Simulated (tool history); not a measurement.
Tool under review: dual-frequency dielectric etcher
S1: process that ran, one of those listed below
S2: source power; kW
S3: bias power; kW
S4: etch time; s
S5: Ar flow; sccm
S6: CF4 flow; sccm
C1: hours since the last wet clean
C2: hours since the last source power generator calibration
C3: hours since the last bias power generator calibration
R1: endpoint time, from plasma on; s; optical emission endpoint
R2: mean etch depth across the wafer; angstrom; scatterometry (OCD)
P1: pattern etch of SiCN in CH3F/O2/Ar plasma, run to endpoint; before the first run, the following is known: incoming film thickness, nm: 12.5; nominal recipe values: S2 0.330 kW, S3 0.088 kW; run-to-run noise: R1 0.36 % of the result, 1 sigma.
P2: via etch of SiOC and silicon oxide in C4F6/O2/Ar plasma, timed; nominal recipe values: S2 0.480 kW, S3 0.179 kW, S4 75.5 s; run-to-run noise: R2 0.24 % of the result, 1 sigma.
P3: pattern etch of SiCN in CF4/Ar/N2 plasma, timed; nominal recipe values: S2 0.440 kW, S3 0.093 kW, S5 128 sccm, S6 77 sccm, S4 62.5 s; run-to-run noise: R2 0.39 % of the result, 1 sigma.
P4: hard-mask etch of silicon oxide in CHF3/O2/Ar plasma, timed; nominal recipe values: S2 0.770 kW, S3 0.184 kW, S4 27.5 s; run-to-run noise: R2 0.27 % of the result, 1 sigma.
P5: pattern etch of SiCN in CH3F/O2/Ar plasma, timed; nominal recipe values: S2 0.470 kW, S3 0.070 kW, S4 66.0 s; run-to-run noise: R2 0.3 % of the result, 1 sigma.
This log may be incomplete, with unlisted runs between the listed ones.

run,hour,S1,S2,S3,S4,S5,S6,C1,C2,C3,R1,R2
1,9.5,P1,0.330,0.088,,,,159.2,332.0,1037.0,33.928,
2,23.5,P4,0.770,0.184,18.0,,,173.2,346.0,1051.0,,394.06
3,30.6,P4,0.770,0.184,27.5,,,180.3,353.1,1058.1,,602.42
4,37.5,P2,0.480,0.179,96.5,,,187.2,360.0,1065.0,,1131.30
5,51.0,P4,1.020,0.184,27.5,,,200.7,373.5,1078.5,,672.32
6,65.0,P1,0.330,0.088,,,,214.7,387.5,1092.5,33.792,
7,78.2,P3,0.440,0.116,62.5,128,77,227.9,400.7,1105.7,,603.59
8,92.6,P4,0.770,0.111,27.5,,,242.3,415.1,1120.1,,515.08
9,102.3,P2,0.630,0.179,75.5,,,252.0,424.8,1129.8,,990.04
10,113.2,P3,0.440,0.093,62.5,128,77,262.9,435.7,1140.7,,558.80
11,120.1,P1,0.330,0.088,,,,269.8,442.6,1147.6,33.918,
12,127.4,P1,0.330,0.071,,,,277.1,449.9,1154.9,36.651,
13,134.5,P1,0.410,0.058,,,,284.2,457.0,1162.0,36.259,
14,143.0,P1,0.400,0.088,,,,292.7,465.5,1170.5,31.464,
15,149.9,P2,0.480,0.120,75.5,,,299.6,472.4,1177.4,,785.35
16,157.9,P3,0.440,0.093,62.5,128,100,307.6,480.4,1185.4,,572.97
17,165.2,P1,0.420,0.118,,,,314.9,487.7,1192.7,27.762,
18,172.2,P5,0.470,0.070,66.0,,,321.9,494.7,1199.7,,261.26
19,181.8,P3,0.440,0.093,62.5,128,77,331.5,504.3,1209.3,,555.65
20,196.5,P3,0.440,0.093,62.5,168,77,346.2,519.0,1224.0,,529.97
21,207.6,P2,0.480,0.179,75.5,,,357.3,530.1,1235.1,,888.19
# hour 208.1: bias power generator calibrated
22,222.1,P1,0.330,0.088,,,,371.8,544.6,14.1,33.790,
# hour 228.2: wet clean of the chamber
23,234.9,P5,0.470,0.070,66.0,,,6.8,557.4,26.9,,261.77

Estimate the outcome of run 24 from the log above:
24,244.2,P3,0.610,0.093,62.5,128,77,16.1,566.7,36.2,,?

{"run 24": {"R2": 736.12}}

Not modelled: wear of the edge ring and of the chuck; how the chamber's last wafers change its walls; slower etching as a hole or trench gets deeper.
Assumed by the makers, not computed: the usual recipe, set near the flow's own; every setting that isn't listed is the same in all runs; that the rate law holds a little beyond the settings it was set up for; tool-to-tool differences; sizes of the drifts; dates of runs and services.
